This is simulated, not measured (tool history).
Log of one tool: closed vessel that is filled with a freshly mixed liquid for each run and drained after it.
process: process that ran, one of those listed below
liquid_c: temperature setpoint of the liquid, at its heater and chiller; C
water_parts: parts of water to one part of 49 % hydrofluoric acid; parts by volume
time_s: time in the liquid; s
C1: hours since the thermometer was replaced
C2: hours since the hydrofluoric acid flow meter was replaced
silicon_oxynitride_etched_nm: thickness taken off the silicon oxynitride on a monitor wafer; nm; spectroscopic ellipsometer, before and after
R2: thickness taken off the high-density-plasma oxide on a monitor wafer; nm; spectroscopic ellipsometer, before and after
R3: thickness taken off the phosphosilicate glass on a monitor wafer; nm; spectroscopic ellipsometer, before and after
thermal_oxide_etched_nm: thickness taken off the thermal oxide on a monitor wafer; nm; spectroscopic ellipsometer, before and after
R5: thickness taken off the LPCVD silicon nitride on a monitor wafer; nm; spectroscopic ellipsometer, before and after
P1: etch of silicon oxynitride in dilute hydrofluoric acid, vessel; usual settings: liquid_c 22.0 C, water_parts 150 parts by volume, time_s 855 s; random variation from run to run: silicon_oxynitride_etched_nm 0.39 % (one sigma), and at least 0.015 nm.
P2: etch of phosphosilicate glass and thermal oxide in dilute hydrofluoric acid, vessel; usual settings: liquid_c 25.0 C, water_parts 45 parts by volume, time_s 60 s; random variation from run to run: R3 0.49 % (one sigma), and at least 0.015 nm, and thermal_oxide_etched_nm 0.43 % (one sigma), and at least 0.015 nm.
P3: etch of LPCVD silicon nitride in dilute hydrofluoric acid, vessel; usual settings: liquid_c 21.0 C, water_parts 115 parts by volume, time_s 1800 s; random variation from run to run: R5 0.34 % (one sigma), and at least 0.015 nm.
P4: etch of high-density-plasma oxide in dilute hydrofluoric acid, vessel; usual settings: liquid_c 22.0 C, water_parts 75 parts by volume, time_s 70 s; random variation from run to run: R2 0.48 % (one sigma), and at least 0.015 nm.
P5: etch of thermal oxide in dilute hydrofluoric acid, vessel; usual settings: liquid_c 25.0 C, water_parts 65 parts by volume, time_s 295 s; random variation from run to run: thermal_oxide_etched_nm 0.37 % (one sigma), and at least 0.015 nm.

run 1 hour=9.4 | process=P1 liquid_c=22.0 water_parts=150 time_s=855 | C1=1151.3 C2=290.8 | silicon_oxynitride_etched_nm=24.431
run 2 hour=18.2 | process=P1 liquid_c=22.0 water_parts=240 time_s=855 | C1=1160.1 C2=299.6 | silicon_oxynitride_etched_nm=14.273
run 3 hour=32.4 | process=P4 liquid_c=22.0 water_parts=75 time_s=115 | C1=1174.3 C2=313.8 | R2=7.9477
run 4 hour=45.8 | process=P1 liquid_c=22.0 water_parts=150 time_s=855 | C1=1187.7 C2=327.2 | silicon_oxynitride_etched_nm=24.282
run 5 hour=55.3 | process=P2 liquid_c=25.0 water_parts=45 time_s=105 | C1=1197.2 C2=336.7 | R3=291.95 thermal_oxide_etched_nm=12.1540
run 6 hour=67.4 | process=P5 liquid_c=25.0 water_parts=65 time_s=295 | C1=1209.3 C2=348.8 | thermal_oxide_etched_nm=23.4390
run 7 hour=81.5 | process=P2 liquid_c=25.0 water_parts=45 time_s=60 | C1=1223.4 C2=362.9 | R3=167.44 thermal_oxide_etched_nm=6.9244
run 8 hour=89.7 | process=P1 liquid_c=22.0 water_parts=270 time_s=1535 | C1=1231.6 C2=371.1 | silicon_oxynitride_etched_nm=22.418
run 9 hour=99.4 | process=P3 liquid_c=21.0 water_parts=50 time_s=1800 | C1=1241.3 C2=380.8 | R5=15.051
run 10 hour=108.0 | process=P5 liquid_c=25.0 water_parts=65 time_s=465 | C1=1249.9 C2=389.4 | thermal_oxide_etched_nm=37.2680
run 11 hour=114.5 | process=P1 liquid_c=30.0 water_parts=150 time_s=855 | C1=1256.4 C2=395.9 | silicon_oxynitride_etched_nm=35.043
run 12 hour=121.9 | process=P1 liquid_c=22.0 water_parts=150 time_s=855 | C1=1263.8 C2=403.3 | silicon_oxynitride_etched_nm=24.339
run 13 hour=133.1 | process=P1 liquid_c=22.0 water_parts=25 time_s=855 | C1=1275.0 C2=414.5 | silicon_oxynitride_etched_nm=160.960
run 14 hour=147.0 | process=P1 liquid_c=22.0 water_parts=150 time_s=855 | C1=1288.9 C2=428.4 | silicon_oxynitride_etched_nm=24.570
run 15 hour=159.1 | process=P4 liquid_c=17.0 water_parts=75 time_s=70 | C1=1301.0 C2=440.5 | R2=3.8918
run 16 hour=173.1 | process=P2 liquid_c=25.0 water_parts=65 time_s=60 | C1=1315.0 C2=454.5 | R3=112.56 thermal_oxide_etched_nm=4.6422
run 17 hour=183.0 | process=P1 liquid_c=22.0 water_parts=150 time_s=1535 | C1=1324.9 C2=464.4 | silicon_oxynitride_etched_nm=43.635
run 18 hour=196.2 | process=P2 liquid_c=32.0 water_parts=45 time_s=60 | C1=1338.1 C2=477.6 | R3=220.34 thermal_oxide_etched_nm=9.2498
run 19 hour=208.0 | process=P4 liquid_c=22.0 water_parts=20 time_s=70 | C1=1349.9 C2=489.4 | R2=19.5550
run 20 hour=214.9 | process=P5 liquid_c=25.0 water_parts=20 time_s=295 | C1=1356.8 C2=496.3 | thermal_oxide_etched_nm=81.2910
run 21 hour=229.5 | process=P4 liquid_c=22.0 water_parts=75 time_s=70 | C1=1371.4 C2=510.9 | R2=4.7589
run 22 hour=243.5 | process=P1 liquid_c=17.0 water_parts=150 time_s=855 | C1=1385.4 C2=524.9 | silicon_oxynitride_etched_nm=19.143
run 23 hour=257.8 | process=P1 liquid_c=22.0 water_parts=150 time_s=385 | C1=1399.7 C2=539.2 | silicon_oxynitride_etched_nm=10.923
run 24 hour=272.5 | process=P1 liquid_c=22.0 water_parts=150 time_s=855 | C1=1414.4 C2=553.9 | silicon_oxynitride_etched_nm=24.385
run 25 hour=280.7 | process=P1 liquid_c=17.5 water_parts=205 time_s=855 | C1=1422.6 C2=562.1 | silicon_oxynitride_etched_nm=13.957
run 26 hour=291.8 | process=P4 liquid_c=22.0 water_parts=75 time_s=70 | C1=1433.7 C2=573.2 | R2=4.7934
run 27 hour=306.2 | process=P5 liquid_c=29.5 water_parts=65 time_s=295 | C1=1448.1 C2=587.6 | thermal_oxide_etched_nm=28.0130
run 28 hour=319.0 | process=P1 liquid_c=22.0 water_parts=150 time_s=855 | C1=1460.9 C2=600.4 | silicon_oxynitride_etched_nm=24.529
run 29 hour=333.7 | process=P1 liquid_c=30.0 water_parts=150 time_s=1535 | C1=1475.6 C2=615.1 | silicon_oxynitride_etched_nm=62.333
run 30 hour=347.0 | process=P3 liquid_c=21.0 water_parts=115 time_s=3315 | C1=1488.9 C2=628.4 | R5=12.297
run 31 hour=361.4 | process=P3 liquid_c=28.5 water_parts=115 time_s=1800 | C1=1503.3 C2=642.8 | R5=10.858
run 32 hour=369.3 | process=P3 liquid_c=21.0 water_parts=115 time_s=1800 | C1=1511.2 C2=650.7 | R5=6.688
run 33 hour=379.0 | process=P1 liquid_c=22.0 water_parts=150 time_s=855 | C1=1520.9 C2=660.4 | silicon_oxynitride_etched_nm=24.173
run 34 hour=388.5 | process=P1 liquid_c=22.0 water_parts=150 time_s=855 | C1=1530.4 C2=669.9 | silicon_oxynitride_etched_nm=23.617
run 35 hour=402.2 | process=P1 liquid_c=22.0 water_parts=150 time_s=855 | C1=1544.1 C2=683.6 | silicon_oxynitride_etched_nm=22.952
run 36 hour=414.4 | process=P1 liquid_c=22.0 water_parts=150 time_s=855 | C1=1556.3 C2=695.8 | silicon_oxynitride_etched_nm=22.695
run 37 hour=428.8 | process=P1 liquid_c=22.0 water_parts=150 time_s=855 | C1=1570.7 C2=710.2 | silicon_oxynitride_etched_nm=22.583
run 38 hour=441.0 | process=P1 liquid_c=22.0 water_parts=150 time_s=855 | C1=1582.9 C2=722.4 | silicon_oxynitride_etched_nm=22.369
run 39 hour=449.4 | process=P1 liquid_c=22.0 water_parts=150 time_s=855 | C1=1591.3 C2=730.8 | silicon_oxynitride_etched_nm=22.370
run 40 hour=458.5 | process=P1 liquid_c=22.0 water_parts=150 time_s=855 | C1=1600.4 C2=739.9 | silicon_oxynitride_etched_nm=22.245
run 41 hour=467.0 | process=P1 liquid_c=22.0 water_parts=150 time_s=855 | C1=1608.9 C2=748.4 | silicon_oxynitride_etched_nm=22.306
run 42 hour=476.3 | process=P1 liquid_c=22.0 water_parts=150 time_s=855 | C1=1618.2 C2=757.7 | silicon_oxynitride_etched_nm=22.286

What P1 gives has crept away from where it was. These 2 causes fit the log equally well, each at the size given:
A: hydrofluoric acid flow below the setpoint (%) = 7.71
B: liquid colder than its thermometer reads (K) = 1.9
The creep began at about hour 379.0.

4 check runs are offered, one wafer each, their results left as question marks. Which one tells the causes apart?
run check 1 hour=485.6 | process=P2 liquid_c=30.5 water_parts=45 time_s=60 | R3=? thermal_oxide_etched_nm=?
run check 2 hour=485.6 | process=P3 liquid_c=21.0 water_parts=115 time_s=3050 | R5=?
run check 3 hour=485.6 | process=P5 liquid_c=25.0 water_parts=35 time_s=295 | thermal_oxide_etched_nm=?
run check 4 hour=485.6 | process=P4 liquid_c=19.0 water_parts=75 time_s=105 | R2=?

What each check would give under each cause:
check=check_1 result=R3 if_A=190.50 if_B=192.60
check=check_1 result=thermal_oxide_etched_nm if_A=7.9508 if_B=8.0383
check=check_2 result=R5 if_A=10.4280 if_B=9.9194
check=check_3 result=thermal_oxide_etched_nm if_A=41.8430 if_B=42.0540
check=check_4 result=R2 if_A=5.8421 if_B=5.8815
How far apart the two closest causes lie, in the result that separates them most: check 1 1.09 %; check 2 5 %; check 3 0.5 %; check 4 0.67 %
Check 2 tells the causes apart: in the others they would give nearly the same result.

Then check 2 was run and gave: R5 9.9782 nm. Which cause is it?

It is B: liquid colder than its thermometer reads (K).

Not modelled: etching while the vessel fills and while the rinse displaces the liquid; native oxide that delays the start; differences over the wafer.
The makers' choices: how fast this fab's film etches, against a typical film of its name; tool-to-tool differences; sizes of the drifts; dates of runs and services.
